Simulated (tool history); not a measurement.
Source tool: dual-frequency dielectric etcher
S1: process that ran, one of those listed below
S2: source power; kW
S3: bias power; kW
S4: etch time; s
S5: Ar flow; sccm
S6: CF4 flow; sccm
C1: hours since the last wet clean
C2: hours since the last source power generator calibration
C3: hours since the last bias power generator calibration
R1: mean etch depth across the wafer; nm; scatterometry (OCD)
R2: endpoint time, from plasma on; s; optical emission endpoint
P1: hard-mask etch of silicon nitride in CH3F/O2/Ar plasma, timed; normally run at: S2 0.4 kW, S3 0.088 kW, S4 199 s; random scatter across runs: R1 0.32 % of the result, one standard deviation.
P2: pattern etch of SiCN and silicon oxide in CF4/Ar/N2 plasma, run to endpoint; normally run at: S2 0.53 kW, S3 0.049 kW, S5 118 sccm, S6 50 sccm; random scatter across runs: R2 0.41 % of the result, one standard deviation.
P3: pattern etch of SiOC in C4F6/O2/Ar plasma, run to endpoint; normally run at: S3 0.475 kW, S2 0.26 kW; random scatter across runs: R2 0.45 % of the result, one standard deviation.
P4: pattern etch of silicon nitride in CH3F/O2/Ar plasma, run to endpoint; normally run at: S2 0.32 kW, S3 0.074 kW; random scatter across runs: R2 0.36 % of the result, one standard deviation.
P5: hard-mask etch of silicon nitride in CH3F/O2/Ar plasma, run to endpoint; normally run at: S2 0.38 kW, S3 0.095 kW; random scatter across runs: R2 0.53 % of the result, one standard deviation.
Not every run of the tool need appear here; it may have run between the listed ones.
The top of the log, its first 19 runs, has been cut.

run 20 day=6.771 | S1=P1 S2=0.4 S3=0.088 S4=199 | C1=444.8 C2=1197.5 C3=1014 | R1=146.85
run 21 day=7.229 | S1=P1 S2=0.4 S3=0.088 S4=199 | C1=455.8 C2=1208.5 C3=1025 | R1=145.98
run 22 day=7.475 | S1=P5 S2=0.38 S3=0.131 | C1=461.7 C2=1214.4 C3=1030.9 | R2=54.682
run 23 day=7.796 | S1=P1 S2=0.27 S3=0.063 S4=199 | C1=469.4 C2=1222.1 C3=1038.6 | R1=112.27
run 24 day=8.275 | S1=P2 S2=0.53 S3=0.049 S5=118 S6=69 | C1=480.9 C2=1233.6 C3=1050.1 | R2=21.082
run 25 day=8.529 | S1=P1 S2=0.4 S3=0.088 S4=251 | C1=487 C2=1239.7 C3=1056.2 | R1=183.72
run 26 day=8.925 | S1=P5 S2=0.38 S3=0.095 | C1=496.5 C2=1249.2 C3=1065.7 | R2=62.287
run 27 day=9.325 | S1=P4 S2=0.32 S3=0.074 | C1=506.1 C2=1258.8 C3=1075.3 | R2=30.743
run 28 day=9.704 | S1=P5 S2=0.29 S3=0.095 | C1=515.2 C2=1267.9 C3=1084.4 | R2=69.453
run 29 day=9.933 | S1=P3 S2=0.26 S3=0.659 | C1=520.7 C2=1273.4 C3=1089.9 | R2=16.463
run 30 day=10.362 | S1=P3 S2=0.26 S3=0.475 | C1=531 C2=1283.7 C3=1100.2 | R2=18.571
run 31 day=10.579 | S1=P1 S2=0.4 S3=0.088 S4=199 | C1=536.2 C2=1288.9 C3=1105.4 | R1=145.46
run 32 day=10.842 | S1=P1 S2=0.4 S3=0.088 S4=199 | C1=542.5 C2=1295.2 C3=1111.7 | R1=146.85

Run 33 has not been measured yet. What should we expect?
run 33 day=11.229 | S1=P1 S2=0.4 S3=0.088 S4=199 | C1=551.8 C2=1304.5 C3=1121 | R1=?

R1: 147.23 nm
